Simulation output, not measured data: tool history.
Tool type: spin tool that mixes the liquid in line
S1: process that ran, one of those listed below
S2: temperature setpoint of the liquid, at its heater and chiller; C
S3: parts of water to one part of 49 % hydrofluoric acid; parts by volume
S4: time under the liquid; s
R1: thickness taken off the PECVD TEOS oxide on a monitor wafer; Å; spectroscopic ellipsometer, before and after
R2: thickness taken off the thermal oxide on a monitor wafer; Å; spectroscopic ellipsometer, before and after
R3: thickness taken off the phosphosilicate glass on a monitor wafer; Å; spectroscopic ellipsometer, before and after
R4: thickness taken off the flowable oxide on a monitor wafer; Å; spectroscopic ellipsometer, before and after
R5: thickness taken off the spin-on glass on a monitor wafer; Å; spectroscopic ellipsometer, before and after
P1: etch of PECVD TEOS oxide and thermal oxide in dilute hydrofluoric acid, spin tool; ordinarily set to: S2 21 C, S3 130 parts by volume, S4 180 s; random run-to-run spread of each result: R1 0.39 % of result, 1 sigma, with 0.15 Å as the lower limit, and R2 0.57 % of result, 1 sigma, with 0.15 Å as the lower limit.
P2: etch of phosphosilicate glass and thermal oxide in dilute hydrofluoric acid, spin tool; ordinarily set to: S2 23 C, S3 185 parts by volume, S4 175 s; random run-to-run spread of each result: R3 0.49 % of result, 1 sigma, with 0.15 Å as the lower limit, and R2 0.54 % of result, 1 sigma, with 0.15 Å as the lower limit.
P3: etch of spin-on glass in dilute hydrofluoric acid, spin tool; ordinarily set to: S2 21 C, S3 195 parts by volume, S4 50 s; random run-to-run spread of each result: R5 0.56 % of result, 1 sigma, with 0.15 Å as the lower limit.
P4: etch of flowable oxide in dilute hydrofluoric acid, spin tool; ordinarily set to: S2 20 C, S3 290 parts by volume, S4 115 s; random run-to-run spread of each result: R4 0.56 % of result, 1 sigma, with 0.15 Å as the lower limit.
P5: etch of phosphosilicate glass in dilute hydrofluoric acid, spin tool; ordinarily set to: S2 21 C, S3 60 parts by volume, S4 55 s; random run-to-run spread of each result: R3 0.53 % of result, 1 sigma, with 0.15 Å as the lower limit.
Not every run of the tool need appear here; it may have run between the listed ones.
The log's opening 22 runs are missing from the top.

run   hour  S1  S2   S3   S4      R1      R2  R3      R4      R5
 23   68.3  P1  21  130  180   134.3  57.134
 24   71.3  P3  21  115   50                              132.96
 25   73.5  P3  26  195   50                              86.218
 26   75.7  P1  17  130  180  115.05   48.59
 27   79.7  P3  21  195   50                              71.975
 28   81.9  P3  21  195   75                              109.11
 29   84.6  P4  20  290  115                      132.45
 30   88.1  P4  20  290  115                      132.72
 31     91  P1  21   80  180  231.53  98.558
 32   94.7  P1  21  215  180  74.256  31.798
 33     97  P1  21  130  180  134.37  57.273
 34   99.9  P1  21  130  180  131.09  55.277
 35  104.1  P1  21  130  180  128.88  54.893
 36  106.8  P1  21  130  180  126.19  53.544
 37  110.2  P1  21  130  180   125.5  53.437
 38  114.5  P1  21  130  180  123.74  52.844
 39  118.5  P1  21  130  180  122.79  52.434
 40  121.4  P1  21  130  180  123.69  52.552

Run 41 is up next; what results do you expect?
 41  125.5  P1  21  130  180   ?   ?

{"run 41": {"R1": 122.68, "R2": 51.794}}
